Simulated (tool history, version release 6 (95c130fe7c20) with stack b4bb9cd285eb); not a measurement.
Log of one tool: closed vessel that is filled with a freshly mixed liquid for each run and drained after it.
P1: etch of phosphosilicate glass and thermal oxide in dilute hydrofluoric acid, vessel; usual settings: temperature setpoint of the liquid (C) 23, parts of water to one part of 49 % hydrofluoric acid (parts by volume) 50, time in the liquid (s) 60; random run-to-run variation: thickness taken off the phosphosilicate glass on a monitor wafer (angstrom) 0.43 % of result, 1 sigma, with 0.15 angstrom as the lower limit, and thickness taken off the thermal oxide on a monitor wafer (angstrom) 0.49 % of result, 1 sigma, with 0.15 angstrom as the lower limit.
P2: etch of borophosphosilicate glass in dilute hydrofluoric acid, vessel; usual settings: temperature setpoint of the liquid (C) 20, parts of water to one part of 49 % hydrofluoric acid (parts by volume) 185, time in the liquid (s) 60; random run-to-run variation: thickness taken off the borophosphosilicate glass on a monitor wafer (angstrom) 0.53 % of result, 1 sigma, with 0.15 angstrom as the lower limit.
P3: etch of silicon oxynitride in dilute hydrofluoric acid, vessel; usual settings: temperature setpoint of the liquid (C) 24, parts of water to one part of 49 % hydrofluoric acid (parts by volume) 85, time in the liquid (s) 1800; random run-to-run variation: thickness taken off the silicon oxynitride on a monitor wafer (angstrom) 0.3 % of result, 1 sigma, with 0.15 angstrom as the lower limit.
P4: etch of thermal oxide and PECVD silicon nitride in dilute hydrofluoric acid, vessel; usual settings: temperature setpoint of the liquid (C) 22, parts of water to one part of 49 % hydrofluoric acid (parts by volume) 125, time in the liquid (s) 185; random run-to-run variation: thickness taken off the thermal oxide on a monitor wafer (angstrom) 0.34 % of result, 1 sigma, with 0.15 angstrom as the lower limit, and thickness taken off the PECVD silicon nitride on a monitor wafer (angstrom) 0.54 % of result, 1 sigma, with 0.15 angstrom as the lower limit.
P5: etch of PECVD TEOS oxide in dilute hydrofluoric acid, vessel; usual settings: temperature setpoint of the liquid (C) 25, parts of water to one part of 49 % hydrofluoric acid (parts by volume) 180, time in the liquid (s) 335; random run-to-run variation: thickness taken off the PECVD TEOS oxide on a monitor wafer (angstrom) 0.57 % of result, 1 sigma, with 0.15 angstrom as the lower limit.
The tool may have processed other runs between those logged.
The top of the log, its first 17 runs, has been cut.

| run | hour | process that ran | temperature setpoint of the liquid (C) | parts of water to one part of 49 % hydrofluoric acid (parts by volume) | time in the liquid (s) | hours since the thermometer was replaced | hours since the hydrofluoric acid flow meter was replaced | thickness taken off the phosphosilicate glass on a monitor wafer (angstrom) | thickness taken off the thermal oxide on a monitor wafer (angstrom) | thickness taken off the borophosphosilicate glass on a monitor wafer (angstrom) | thickness taken off the PECVD silicon nitride on a monitor wafer (angstrom) | thickness taken off the silicon oxynitride on a monitor wafer (angstrom) | thickness taken off the PECVD TEOS oxide on a monitor wafer (angstrom) |
|---|---|---|---|---|---|---|---|---|---|---|---|---|---|
| 18 | 140.4 | P3 | 24 | 85 | 1800 | 1211.2 | 1012.6 |  |  |  |  | 333.02 |  |
| 19 | 146.1 | P1 | 23 | 50 | 60 | 1216.9 | 1018.3 | 1844.8 | 57.273 |  |  |  |  |
| 20 | 153.6 | P5 | 32 | 180 | 335 | 1224.4 | 1025.8 |  |  |  |  |  | 335.56 |
| 21 | 163.1 | P1 | 23 | 25 | 60 | 1233.9 | 1035.3 | 3811.1 | 119.16 |  |  |  |  |
| 22 | 169.6 | P4 | 18 | 125 | 185 | 1240.4 | 1041.8 |  | 54.337 |  | 31.383 |  |  |
| 23 | 179.4 | P5 | 25 | 180 | 335 | 1250.2 | 1051.6 |  |  |  |  |  | 262.46 |
| 24 | 189 | P4 | 22 | 125 | 185 | 1259.8 | 1061.2 |  | 63.398 |  | 41.381 |  |  |
| 25 | 193.5 | P3 | 24 | 85 | 1800 | 1264.3 | 1065.7 |  |  |  |  | 333.68 |  |
| 26 | 198.8 | P1 | 17 | 50 | 60 | 1269.6 | 1071 | 1418.5 | 44.222 |  |  |  |  |
| 27 | 204.4 | P1 | 27 | 50 | 60 | 1275.2 | 1076.6 | 2143.5 | 67.68 |  |  |  |  |
| 28 | 211.4 | P4 | 22 | 185 | 185 | 1282.2 | 1083.6 |  | 40.857 |  | 28.187 |  |  |
| 29 | 216.6 | P1 | 23 | 50 | 95 | 1287.4 | 1088.8 | 2894.6 | 90.665 |  |  |  |  |
| 30 | 224.2 | P1 | 23 | 50 | 60 | 1295 | 1096.4 | 1833.1 | 57.192 |  |  |  |  |
| 31 | 232.1 | P1 | 23 | 50 | 60 | 1302.9 | 1104.3 | 1825.2 | 57.258 |  |  |  |  |
| 32 | 241 | P2 | 20 | 185 | 60 | 1311.8 | 1113.2 |  |  | 111.08 |  |  |  |
| 33 | 248 | P1 | 23 | 50 | 60 | 1318.8 | 1120.2 | 1828.7 | 57.715 |  |  |  |  |

Expected results for the next run?
| 34 | 254.8 | P1 | 23 | 50 | 60 | 1325.6 | 1127 | ? | ? |  |  |  |  |

thickness taken off the phosphosilicate glass on a monitor wafer (angstrom): 1876.2
thickness taken off the thermal oxide on a monitor wafer (angstrom): 59.005
